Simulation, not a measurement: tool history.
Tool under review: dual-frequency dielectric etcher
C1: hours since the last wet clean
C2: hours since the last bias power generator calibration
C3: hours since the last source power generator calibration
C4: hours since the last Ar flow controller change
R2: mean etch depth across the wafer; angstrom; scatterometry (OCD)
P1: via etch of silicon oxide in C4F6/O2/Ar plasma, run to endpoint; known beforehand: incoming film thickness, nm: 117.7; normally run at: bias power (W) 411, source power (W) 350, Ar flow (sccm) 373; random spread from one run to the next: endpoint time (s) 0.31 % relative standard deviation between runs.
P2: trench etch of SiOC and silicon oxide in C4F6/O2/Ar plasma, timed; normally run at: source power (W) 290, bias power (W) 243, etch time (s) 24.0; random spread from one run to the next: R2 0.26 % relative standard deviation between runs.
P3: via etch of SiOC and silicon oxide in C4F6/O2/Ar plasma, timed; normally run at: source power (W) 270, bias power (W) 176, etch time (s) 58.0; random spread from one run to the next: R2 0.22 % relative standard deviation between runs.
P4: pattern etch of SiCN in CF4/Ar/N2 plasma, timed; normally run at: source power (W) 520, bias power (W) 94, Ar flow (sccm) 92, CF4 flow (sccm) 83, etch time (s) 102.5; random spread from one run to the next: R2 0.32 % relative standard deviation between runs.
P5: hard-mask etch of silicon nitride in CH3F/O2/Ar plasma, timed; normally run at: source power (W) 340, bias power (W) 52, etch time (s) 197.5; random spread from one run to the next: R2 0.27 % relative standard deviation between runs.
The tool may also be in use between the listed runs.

{"run": 1, "day": 0.446, "process that ran": "P1", "bias power (W)": 411, "source power (W)": 350, "Ar flow (sccm)": 373, "C1": 293.4, "C2": 1244.3, "C3": 851.2, "C4": 1091.3, "endpoint time (s)": 30.488}
{"run": 2, "day": 0.829, "process that ran": "P3", "bias power (W)": 176, "source power (W)": 340, "etch time (s)": 58.0, "C1": 302.6, "C2": 1253.5, "C3": 860.4, "C4": 1100.5, "R2": 612.12}
{"run": 3, "day": 1.625, "process that ran": "P1", "bias power (W)": 411, "source power (W)": 350, "Ar flow (sccm)": 373, "C1": 321.7, "C2": 1272.6, "C3": 879.5, "C4": 1119.6, "endpoint time (s)": 30.528}
{"run": 4, "day": 2.125, "process that ran": "P1", "bias power (W)": 411, "source power (W)": 250, "Ar flow (sccm)": 373, "C1": 333.7, "C2": 1284.6, "C3": 891.5, "C4": 1131.6, "endpoint time (s)": 34.497}
{"run": 5, "day": 2.638, "process that ran": "P4", "bias power (W)": 94, "source power (W)": 520, "Ar flow (sccm)": 92, "etch time (s)": 102.5, "CF4 flow (sccm)": 109, "C1": 346.0, "C2": 1296.9, "C3": 903.8, "C4": 1143.9, "R2": 1178.6}
{"run": 6, "day": 3.229, "process that ran": "P1", "bias power (W)": 411, "source power (W)": 460, "Ar flow (sccm)": 373, "C1": 360.2, "C2": 1311.1, "C3": 918.0, "C4": 1158.1, "endpoint time (s)": 27.533}
{"run": 7, "day": 3.621, "process that ran": "P3", "bias power (W)": 176, "source power (W)": 270, "etch time (s)": 58.0, "C1": 369.6, "C2": 1320.5, "C3": 927.4, "C4": 1167.5, "R2": 561.67}
{"run": 8, "day": 4.046, "process that ran": "P4", "bias power (W)": 94, "source power (W)": 410, "Ar flow (sccm)": 92, "etch time (s)": 102.5, "CF4 flow (sccm)": 83, "C1": 379.8, "C2": 1330.7, "C3": 937.6, "C4": 1177.7, "R2": 928.63}
{"run": 9, "day": 4.421, "process that ran": "P1", "bias power (W)": 411, "source power (W)": 270, "Ar flow (sccm)": 458, "C1": 388.8, "C2": 1339.7, "C3": 946.6, "C4": 1186.7, "endpoint time (s)": 34.459}
{"run": 10, "day": 5.167, "process that ran": "P5", "bias power (W)": 39, "source power (W)": 340, "etch time (s)": 197.5, "C1": 406.7, "C2": 1357.6, "C3": 964.5, "C4": 1204.6, "R2": 1059.2}
{"run": 11, "day": 5.867, "process that ran": "P1", "bias power (W)": 411, "source power (W)": 350, "Ar flow (sccm)": 463, "C1": 423.5, "C2": 1374.4, "C3": 981.3, "C4": 1221.4, "endpoint time (s)": 31.227}
{"run": 12, "day": 6.358, "process that ran": "P4", "bias power (W)": 94, "source power (W)": 520, "Ar flow (sccm)": 92, "etch time (s)": 102.5, "CF4 flow (sccm)": 83, "C1": 435.3, "C2": 1386.2, "C3": 993.1, "C4": 1233.2, "R2": 1144.1}
{"run": 13, "day": 6.75, "process that ran": "P4", "bias power (W)": 94, "source power (W)": 520, "Ar flow (sccm)": 54, "etch time (s)": 102.5, "CF4 flow (sccm)": 83, "C1": 444.7, "C2": 1395.6, "C3": 1002.5, "C4": 1242.6, "R2": 1217.4}
{"run": 14, "day": 7.254, "process that ran": "P4", "bias power (W)": 94, "source power (W)": 520, "Ar flow (sccm)": 92, "etch time (s)": 102.5, "CF4 flow (sccm)": 83, "C1": 456.8, "C2": 1407.7, "C3": 1014.6, "C4": 1254.7, "R2": 1146.8}
{"run": 15, "day": 7.662, "process that ran": "P4", "bias power (W)": 94, "source power (W)": 520, "Ar flow (sccm)": 92, "etch time (s)": 148.5, "CF4 flow (sccm)": 83, "C1": 466.6, "C2": 1417.5, "C3": 1024.4, "C4": 1264.5, "R2": 1662.9}
{"run": 16, "day": 8.362, "process that ran": "P1", "bias power (W)": 411, "source power (W)": 350, "Ar flow (sccm)": 251, "C1": 483.4, "C2": 1434.3, "C3": 1041.2, "C4": 1281.3, "endpoint time (s)": 29.016}
{"run": 17, "day": 9.054, "process that ran": "P5", "bias power (W)": 52, "source power (W)": 260, "etch time (s)": 197.5, "C1": 500.0, "C2": 1450.9, "C3": 1057.8, "C4": 1297.9, "R2": 1050.3}
{"run": 18, "day": 9.488, "process that ran": "P2", "bias power (W)": 317, "source power (W)": 290, "etch time (s)": 24.0, "C1": 510.4, "C2": 1461.3, "C3": 1068.2, "C4": 1308.3, "R2": 510.67}
{"run": 19, "day": 9.854, "process that ran": "P1", "bias power (W)": 411, "source power (W)": 350, "Ar flow (sccm)": 373, "C1": 519.2, "C2": 1470.1, "C3": 1077.0, "C4": 1317.1, "endpoint time (s)": 30.545}
{"run": 20, "day": 10.529, "process that ran": "P2", "bias power (W)": 243, "source power (W)": 290, "etch time (s)": 24.0, "C1": 535.4, "C2": 1486.3, "C3": 1093.2, "C4": 1333.3, "R2": 465.79}
{"run": 21, "day": 11.308, "process that ran": "P2", "bias power (W)": 243, "source power (W)": 290, "etch time (s)": 18.0, "C1": 554.1, "C2": 1505.0, "C3": 1111.9, "C4": 1352.0, "R2": 349.61}
{"run": 22, "day": 11.738, "process that ran": "P1", "bias power (W)": 411, "source power (W)": 350, "Ar flow (sccm)": 373, "C1": 564.4, "C2": 1515.3, "C3": 1122.2, "C4": 1362.3, "endpoint time (s)": 30.507}
{"run": 23, "day": 12.45, "process that ran": "P4", "bias power (W)": 120, "source power (W)": 520, "Ar flow (sccm)": 92, "etch time (s)": 102.5, "CF4 flow (sccm)": 83, "C1": 581.5, "C2": 1532.4, "C3": 1139.3, "C4": 1379.4, "R2": 1255.2}
{"run": 24, "day": 13.133, "process that ran": "P5", "bias power (W)": 52, "source power (W)": 340, "etch time (s)": 197.5, "C1": 597.9, "C2": 1548.8, "C3": 1155.7, "C4": 1395.8, "R2": 1168.9}
{"run": 25, "day": 13.821, "process that ran": "P1", "bias power (W)": 512, "source power (W)": 350, "Ar flow (sccm)": 373, "C1": 614.4, "C2": 1565.3, "C3": 1172.2, "C4": 1412.3, "endpoint time (s)": 28.087}
{"run": 26, "day": 14.367, "process that ran": "P2", "bias power (W)": 243, "source power (W)": 290, "etch time (s)": 24.0, "C1": 627.5, "C2": 1578.4, "C3": 1185.3, "C4": 1425.4, "R2": 466.07}
{"run": 27, "day": 14.875, "process that ran": "P3", "bias power (W)": 247, "source power (W)": 270, "etch time (s)": 58.0, "C1": 639.7, "C2": 1590.6, "C3": 1197.5, "C4": 1437.6, "R2": 631.55}
{"run": 28, "day": 15.579, "process that ran": "P1", "bias power (W)": 411, "source power (W)": 350, "Ar flow (sccm)": 373, "C1": 656.6, "C2": 1607.5, "C3": 1214.4, "C4": 1454.5, "endpoint time (s)": 30.456}
{"run": 29, "day": 16.217, "process that ran": "P5", "bias power (W)": 52, "source power (W)": 340, "etch time (s)": 108.5, "C1": 671.9, "C2": 1622.8, "C3": 1229.7, "C4": 1469.8, "R2": 637.74}
{"day": 16.704, "done": "source power generator calibrated"}
{"run": 30, "day": 16.833, "process that ran": "P2", "bias power (W)": 243, "source power (W)": 180, "etch time (s)": 24.0, "C1": 686.7, "C2": 1637.6, "C3": 3.1, "C4": 1484.6, "R2": 391.35}
{"run": 31, "day": 17.279, "process that ran": "P1", "bias power (W)": 252, "source power (W)": 210, "Ar flow (sccm)": 373, "C1": 697.4, "C2": 1648.3, "C3": 13.8, "C4": 1495.3, "endpoint time (s)": 43.866}
{"run": 32, "day": 17.867, "process that ran": "P3", "bias power (W)": 176, "source power (W)": 270, "etch time (s)": 42.5, "C1": 711.5, "C2": 1662.4, "C3": 27.9, "C4": 1509.4, "R2": 412.15}
{"run": 33, "day": 18.412, "process that ran": "P1", "bias power (W)": 411, "source power (W)": 240, "Ar flow (sccm)": 451, "C1": 724.6, "C2": 1675.5, "C3": 41.0, "C4": 1522.5, "endpoint time (s)": 35.779}
{"run": 34, "day": 18.821, "process that ran": "P1", "bias power (W)": 411, "source power (W)": 350, "Ar flow (sccm)": 373, "C1": 734.4, "C2": 1685.3, "C3": 50.8, "C4": 1532.3, "endpoint time (s)": 30.398}
{"run": 35, "day": 19.604, "process that ran": "P1", "bias power (W)": 313, "source power (W)": 350, "Ar flow (sccm)": 373, "C1": 753.2, "C2": 1704.1, "C3": 69.6, "C4": 1551.1, "endpoint time (s)": 33.58}
{"run": 36, "day": 20.333, "process that ran": "P1", "bias power (W)": 411, "source power (W)": 350, "Ar flow (sccm)": 373, "C1": 770.7, "C2": 1721.6, "C3": 87.1, "C4": 1568.6, "endpoint time (s)": 30.515}
{"run": 37, "day": 20.733, "process that ran": "P1", "bias power (W)": 411, "source power (W)": 350, "Ar flow (sccm)": 373, "C1": 780.3, "C2": 1731.2, "C3": 96.7, "C4": 1578.2, "endpoint time (s)": 30.415}
{"run": 38, "day": 21.267, "process that ran": "P1", "bias power (W)": 411, "source power (W)": 350, "Ar flow (sccm)": 373, "C1": 793.1, "C2": 1744.0, "C3": 109.5, "C4": 1591.0, "endpoint time (s)": 30.212}

Run 39 comes next. What will it give?
{"run": 39, "day": 22.075, "process that ran": "P1", "bias power (W)": 411, "source power (W)": 350, "Ar flow (sccm)": 373, "C1": 812.5, "C2": 1763.4, "C3": 128.9, "C4": 1610.4, "endpoint time (s)": "?"}

{"run 39": {"endpoint time (s)": 30.145}}
